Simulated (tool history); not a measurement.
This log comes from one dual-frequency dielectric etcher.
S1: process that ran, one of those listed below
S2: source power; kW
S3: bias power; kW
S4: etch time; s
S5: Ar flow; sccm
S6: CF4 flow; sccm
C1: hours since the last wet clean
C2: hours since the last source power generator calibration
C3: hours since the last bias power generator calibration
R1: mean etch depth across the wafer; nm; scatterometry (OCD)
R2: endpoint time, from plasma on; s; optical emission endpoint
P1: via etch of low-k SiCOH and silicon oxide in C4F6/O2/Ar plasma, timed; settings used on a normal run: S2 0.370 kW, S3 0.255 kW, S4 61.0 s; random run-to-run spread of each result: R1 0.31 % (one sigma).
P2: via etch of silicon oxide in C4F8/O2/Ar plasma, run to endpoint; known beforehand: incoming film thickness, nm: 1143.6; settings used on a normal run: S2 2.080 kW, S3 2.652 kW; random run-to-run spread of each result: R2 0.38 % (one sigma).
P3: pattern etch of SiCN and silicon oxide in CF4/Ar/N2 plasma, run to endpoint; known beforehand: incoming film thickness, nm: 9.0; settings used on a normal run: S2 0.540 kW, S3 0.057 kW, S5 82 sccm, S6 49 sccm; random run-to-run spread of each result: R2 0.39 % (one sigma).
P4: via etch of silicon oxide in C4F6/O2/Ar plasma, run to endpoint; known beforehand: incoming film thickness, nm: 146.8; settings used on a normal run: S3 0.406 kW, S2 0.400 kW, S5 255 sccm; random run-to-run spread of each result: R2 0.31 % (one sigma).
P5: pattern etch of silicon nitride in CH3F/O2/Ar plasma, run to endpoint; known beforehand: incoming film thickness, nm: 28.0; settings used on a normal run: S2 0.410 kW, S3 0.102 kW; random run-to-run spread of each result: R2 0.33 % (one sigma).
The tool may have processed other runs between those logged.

run	hour	S1	S2	S3	S4	S5	S6	C1	C2	C3	R1	R2
1	9.0	P1	0.370	0.255	61.0			126.0	1254.1	1455.0	174.17	
2	16.2	P1	0.370	0.355	61.0			133.2	1261.3	1462.2	195.50	
3	22.9	P4	0.400	0.406		255		139.9	1268.0	1468.9		34.9230
4	34.0	P4	0.480	0.406		255		151.0	1279.1	1480.0		32.6840
5	45.3	P5	0.250	0.102				162.3	1290.4	1491.3		42.7410
6	55.9	P1	0.370	0.159	61.0			172.9	1301.0	1501.9	150.38	
7	61.7	P1	0.230	0.174	61.0			178.7	1306.8	1507.7	127.22	
8	71.0	P3	0.540	0.072		82	49	188.0	1316.1	1517.0		9.2452
9	76.8	P1	0.370	0.255	42.5			193.8	1321.9	1522.8	121.12	
10	85.0	P3	0.540	0.057		109	49	202.0	1330.1	1531.0		10.4990
11	91.5	P1	0.370	0.255	61.0			208.5	1336.6	1537.5	174.91	
12	97.1	P1	0.290	0.255	61.0			214.1	1342.2	1543.1	158.88	
13	107.8	P1	0.370	0.255	61.0			224.8	1352.9	1553.8	173.52	
14	117.9	P1	0.440	0.255	61.0			234.9	1363.0	1563.9	186.11	
15	128.7	P2	2.080	2.652				245.7	1373.8	1574.7		207.8600
16	140.3	P3	0.540	0.057		82	49	257.3	1385.4	1586.3		9.9375
17	146.1	P1	0.370	0.255	61.0			263.1	1391.2	1592.1	173.99	
18	153.0	P5	0.410	0.064				270.0	1398.1	1599.0		41.8440
19	163.4	P1	0.370	0.255	61.0			280.4	1408.5	1609.4	173.46	
20	173.6	P4	0.400	0.548		255		290.6	1418.7	1619.6		31.1100
21	179.7	P1	0.370	0.255	61.0			296.7	1424.8	1625.7	173.39	
22	191.0	P2	1.210	2.652				308.0	1436.1	1637.0		254.9000
23	201.7	P2	2.080	3.635				318.7	1446.8	1647.7		186.0400
24	213.4	P3	0.660	0.057		82	49	330.4	1458.5	1659.4		8.3417
25	222.7	P5	0.410	0.102				339.7	1467.8	1668.7		35.6890
26	228.1	P3	0.540	0.057		82	49	345.1	1473.2	1674.1		10.0350
27	239.6	P4	0.400	0.406		156		356.6	1484.7	1685.6		33.0730
28	251.0	P3	0.540	0.057		82	61	368.0	1496.1	1697.0		9.6111
29	260.8	P1	0.370	0.255	75.0			377.8	1505.9	1706.8	214.40	
30	268.9	P1	0.370	0.255	61.0			385.9	1514.0	1714.9	172.74	
31	276.9	P1	0.370	0.255	61.0			393.9	1522.0	1722.9	175.01	
32	287.1	P1	0.370	0.255	61.0			404.1	1532.2	1733.1	176.19	
33	293.9	P1	0.370	0.255	61.0			410.9	1539.0	1739.9	177.29	
# hour 298.8: wet clean of the chamber
34	302.7	P1	0.370	0.255	61.0			4.0	1547.8	1748.7	176.18	
35	309.9	P1	0.370	0.255	61.0			11.2	1555.0	1755.9	176.74	
36	319.4	P1	0.370	0.255	61.0			20.7	1564.5	1765.4	176.27	
37	330.9	P1	0.370	0.255	61.0			32.2	1576.0	1776.9	176.10	

The log shows P1 creeping away from where it was. Any of the 2 causes listed here, at the size stated for it, fits the log just as well as the others:
A: source power that arrives over what is set, % = 4.18
B: bias power that arrives over what is set, % = 4.68
Creep in the process output first set in at about hour 268.9.
Why every other cause is out:
chamber walls in a state that raises the etch rate, %: maintenance at hour 298.8, after the shift began, did not return the process to its former output

Consider the 4 check runs below, whose results appear as question marks and each of which averages 2 wafers. Which one distinguishes the causes, in that each cause would give it a clearly different result?
check 1	342.4	P5	0.410	0.072								?
check 2	342.4	P3	0.540	0.057		108	49					?
check 3	342.4	P2	2.080	3.605								?
check 4	342.4	P4	0.400	0.406		189						?

Expected result of each check under each candidate cause:
check	result	if A	if B
check 1	R2	39.6860	39.6790
check 2	R2	10.1090	10.3180
check 3	R2	184.6500	184.8500
check 4	R2	33.3000	33.2540
Separation of the two closest causes in each check, using whichever result separates them best: check 1 0.02 %; check 2 2.05 %; check 3 0.11 %; check 4 0.14 %
Of the check runs offered, only check 2 discriminates between the causes; the rest would read about the same regardless of which cause applies.

Here is what check 2 returned: R2 10.1470 s. Which cause is it?

It is A: source power that arrives over what is set, %.
